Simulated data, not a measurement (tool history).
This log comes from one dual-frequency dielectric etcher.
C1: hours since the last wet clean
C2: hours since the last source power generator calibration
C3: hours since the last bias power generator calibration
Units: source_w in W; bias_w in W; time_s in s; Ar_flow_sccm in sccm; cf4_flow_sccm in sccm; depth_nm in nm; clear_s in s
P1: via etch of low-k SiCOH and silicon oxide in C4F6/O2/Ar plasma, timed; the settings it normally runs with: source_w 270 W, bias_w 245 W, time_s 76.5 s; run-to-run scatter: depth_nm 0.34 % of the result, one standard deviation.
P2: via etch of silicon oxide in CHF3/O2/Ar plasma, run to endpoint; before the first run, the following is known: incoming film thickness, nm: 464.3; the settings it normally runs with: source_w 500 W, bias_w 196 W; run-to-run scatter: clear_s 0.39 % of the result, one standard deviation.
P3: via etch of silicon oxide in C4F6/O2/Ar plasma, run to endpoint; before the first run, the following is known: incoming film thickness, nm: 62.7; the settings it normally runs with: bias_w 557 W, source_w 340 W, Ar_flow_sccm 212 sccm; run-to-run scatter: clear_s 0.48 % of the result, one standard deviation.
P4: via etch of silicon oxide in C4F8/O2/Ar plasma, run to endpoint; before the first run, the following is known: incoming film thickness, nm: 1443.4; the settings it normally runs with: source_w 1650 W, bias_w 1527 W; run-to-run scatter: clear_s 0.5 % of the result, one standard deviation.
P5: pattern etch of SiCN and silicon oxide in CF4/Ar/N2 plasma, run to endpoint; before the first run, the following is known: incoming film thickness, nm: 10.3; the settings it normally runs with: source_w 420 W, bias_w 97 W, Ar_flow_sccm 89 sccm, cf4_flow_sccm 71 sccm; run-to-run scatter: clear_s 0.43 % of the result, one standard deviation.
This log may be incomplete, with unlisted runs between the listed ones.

{"run": 1, "hour": 8.6, "process": "P1", "source_w": 270, "bias_w": 245, "time_s": 76.5, "C1": 429.8, "C2": 832.3, "C3": 788.2, "depth_nm": 206.77}
{"run": 2, "hour": 16.2, "process": "P3", "source_w": 340, "bias_w": 557, "Ar_flow_sccm": 281, "C1": 437.4, "C2": 839.9, "C3": 795.8, "clear_s": 14.153}
{"run": 3, "hour": 21.5, "process": "P5", "source_w": 420, "bias_w": 97, "Ar_flow_sccm": 89, "cf4_flow_sccm": 97, "C1": 442.7, "C2": 845.2, "C3": 801.1, "clear_s": 10.919}
{"run": 4, "hour": 27.3, "process": "P1", "source_w": 270, "bias_w": 245, "time_s": 55.5, "C1": 448.5, "C2": 851.0, "C3": 806.9, "depth_nm": 150.22}
{"run": 5, "hour": 32.5, "process": "P2", "source_w": 340, "bias_w": 196, "C1": 453.7, "C2": 856.2, "C3": 812.1, "clear_s": 289.95}
{"run": 6, "hour": 41.0, "process": "P3", "source_w": 340, "bias_w": 557, "Ar_flow_sccm": 212, "C1": 462.2, "C2": 864.7, "C3": 820.6, "clear_s": 13.839}
{"run": 7, "hour": 46.1, "process": "P1", "source_w": 200, "bias_w": 199, "time_s": 76.5, "C1": 467.3, "C2": 869.8, "C3": 825.7, "depth_nm": 171.21}
{"run": 8, "hour": 53.2, "process": "P5", "source_w": 420, "bias_w": 97, "Ar_flow_sccm": 89, "cf4_flow_sccm": 71, "C1": 474.4, "C2": 876.9, "C3": 832.8, "clear_s": 11.209}
{"run": 9, "hour": 59.4, "process": "P1", "source_w": 270, "bias_w": 145, "time_s": 76.5, "C1": 480.6, "C2": 883.1, "C3": 839.0, "depth_nm": 173.09}
{"run": 10, "hour": 68.6, "process": "P1", "source_w": 270, "bias_w": 245, "time_s": 76.5, "C1": 489.8, "C2": 892.3, "C3": 848.2, "depth_nm": 206.92}
{"run": 11, "hour": 75.0, "process": "P4", "source_w": 1650, "bias_w": 1527, "C1": 496.2, "C2": 898.7, "C3": 854.6, "clear_s": 340.4}
{"run": 12, "hour": 79.0, "process": "P3", "source_w": 220, "bias_w": 557, "Ar_flow_sccm": 212, "C1": 500.2, "C2": 902.7, "C3": 858.6, "clear_s": 16.205}
{"run": 13, "hour": 83.1, "process": "P1", "source_w": 270, "bias_w": 245, "time_s": 76.5, "C1": 504.3, "C2": 906.8, "C3": 862.7, "depth_nm": 206.69}
{"run": 14, "hour": 91.7, "process": "P1", "source_w": 210, "bias_w": 341, "time_s": 76.5, "C1": 512.9, "C2": 915.4, "C3": 871.3, "depth_nm": 211.4}
{"run": 15, "hour": 97.7, "process": "P1", "source_w": 270, "bias_w": 245, "time_s": 76.5, "C1": 518.9, "C2": 921.4, "C3": 877.3, "depth_nm": 206.57}
{"run": 16, "hour": 106.2, "process": "P1", "source_w": 160, "bias_w": 245, "time_s": 76.5, "C1": 527.4, "C2": 929.9, "C3": 885.8, "depth_nm": 169.27}
{"run": 17, "hour": 115.1, "process": "P1", "source_w": 270, "bias_w": 290, "time_s": 76.5, "C1": 536.3, "C2": 938.8, "C3": 894.7, "depth_nm": 220.33}
{"run": 18, "hour": 120.3, "process": "P4", "source_w": 1650, "bias_w": 1527, "C1": 541.5, "C2": 944.0, "C3": 899.9, "clear_s": 336.73}
{"run": 19, "hour": 126.7, "process": "P4", "source_w": 1190, "bias_w": 1527, "C1": 547.9, "C2": 950.4, "C3": 906.3, "clear_s": 385.69}
{"run": 20, "hour": 130.8, "process": "P1", "source_w": 270, "bias_w": 245, "time_s": 94.0, "C1": 552.0, "C2": 954.5, "C3": 910.4, "depth_nm": 254.7}
{"run": 21, "hour": 136.5, "process": "P5", "source_w": 420, "bias_w": 97, "Ar_flow_sccm": 120, "cf4_flow_sccm": 71, "C1": 557.7, "C2": 960.2, "C3": 916.1, "clear_s": 11.695}
{"run": 22, "hour": 142.0, "process": "P2", "source_w": 500, "bias_w": 131, "C1": 563.2, "C2": 965.7, "C3": 921.6, "clear_s": 287.04}
{"run": 23, "hour": 150.7, "process": "P4", "source_w": 1650, "bias_w": 1055, "C1": 571.9, "C2": 974.4, "C3": 930.3, "clear_s": 373.41}
{"run": 24, "hour": 159.9, "process": "P5", "source_w": 420, "bias_w": 69, "Ar_flow_sccm": 89, "cf4_flow_sccm": 71, "C1": 581.1, "C2": 983.6, "C3": 939.5, "clear_s": 12.696}
{"run": 25, "hour": 167.1, "process": "P2", "source_w": 500, "bias_w": 196, "C1": 588.3, "C2": 990.8, "C3": 946.7, "clear_s": 250.19}
{"run": 26, "hour": 172.9, "process": "P1", "source_w": 330, "bias_w": 245, "time_s": 76.5, "C1": 594.1, "C2": 996.6, "C3": 952.5, "depth_nm": 222.01}
{"run": 27, "hour": 179.0, "process": "P3", "source_w": 340, "bias_w": 430, "Ar_flow_sccm": 212, "C1": 600.2, "C2": 1002.7, "C3": 958.6, "clear_s": 15.217}
{"run": 28, "hour": 186.6, "process": "P5", "source_w": 330, "bias_w": 97, "Ar_flow_sccm": 89, "cf4_flow_sccm": 71, "C1": 607.8, "C2": 1010.3, "C3": 966.2, "clear_s": 13.994}
{"run": 29, "hour": 190.7, "process": "P1", "source_w": 270, "bias_w": 245, "time_s": 76.5, "C1": 611.9, "C2": 1014.4, "C3": 970.3, "depth_nm": 207.06}
{"run": 30, "hour": 196.7, "process": "P1", "source_w": 270, "bias_w": 245, "time_s": 76.5, "C1": 617.9, "C2": 1020.4, "C3": 976.3, "depth_nm": 204.94}
{"run": 31, "hour": 201.1, "process": "P1", "source_w": 270, "bias_w": 245, "time_s": 76.5, "C1": 622.3, "C2": 1024.8, "C3": 980.7, "depth_nm": 204.42}
{"run": 32, "hour": 206.4, "process": "P1", "source_w": 270, "bias_w": 245, "time_s": 76.5, "C1": 627.6, "C2": 1030.1, "C3": 986.0, "depth_nm": 203.66}
{"run": 33, "hour": 214.2, "process": "P1", "source_w": 270, "bias_w": 245, "time_s": 76.5, "C1": 635.4, "C2": 1037.9, "C3": 993.8, "depth_nm": 204.34}
{"run": 34, "hour": 219.8, "process": "P1", "source_w": 270, "bias_w": 245, "time_s": 76.5, "C1": 641.0, "C2": 1043.5, "C3": 999.4, "depth_nm": 203.63}
{"hour": 225.6, "done": "wet clean of the chamber"}
{"run": 35, "hour": 225.8, "process": "P1", "source_w": 270, "bias_w": 245, "time_s": 76.5, "C1": 0.3, "C2": 1049.5, "C3": 1005.4, "depth_nm": 203.11}
{"run": 36, "hour": 230.6, "process": "P1", "source_w": 270, "bias_w": 245, "time_s": 76.5, "C1": 5.1, "C2": 1054.3, "C3": 1010.2, "depth_nm": 204.65}
{"run": 37, "hour": 238.1, "process": "P1", "source_w": 270, "bias_w": 245, "time_s": 76.5, "C1": 12.6, "C2": 1061.8, "C3": 1017.7, "depth_nm": 202.97}

Compared with where it was, what P1 gives has crept away. Each cause listed below fits the log as well as the rest, at the size given for it:
A: bias power that arrives under what is set, % = 4.83
B: source power that arrives under what is set, % = 4.38
Creep in the process output first set in at about hour 190.7.
Each remaining cause and why it is not a fit:
chamber walls in a state that lowers the etch rate, %: serviced at hour 225.6, after the change had begun; the process did not return to its earlier output

Which of the 4 check runs listed below, each an average over 2 wafers with its results shown as question marks, gives clearly different results under the different listed causes?
{"run": "check 1", "hour": 245.6, "process": "P4", "source_w": 1650, "bias_w": 1527, "clear_s": "?"}
{"run": "check 2", "hour": 245.6, "process": "P2", "source_w": 500, "bias_w": 196, "clear_s": "?"}
{"run": "check 3", "hour": 245.6, "process": "P3", "source_w": 340, "bias_w": 557, "Ar_flow_sccm": 212, "clear_s": "?"}
{"run": "check 4", "hour": 245.6, "process": "P5", "source_w": 420, "bias_w": 97, "Ar_flow_sccm": 89, "cf4_flow_sccm": 71, "clear_s": "?"}

Check results expected under each cause:
check=check_1 result=clear_s if_A=342.430 if_B=344.030
check=check_2 result=clear_s if_A=254.690 if_B=254.670
check=check_3 result=clear_s if_A=14.079 if_B=14.044
check=check_4 result=clear_s if_A=11.482 if_B=11.736
Separation of the two closest causes in each check, using whichever result separates them best: check 1 0.47 %; check 2 0.01 %; check 3 0.25 %; check 4 2.19 %
Of the check runs offered, only check 4 discriminates between the causes; the rest would read about the same regardless of which cause applies.

Check 4 was carried out, with these results: clear_s 11.744 s. Which of the listed causes is responsible?

B is the cause: source power that arrives under what is set, %.
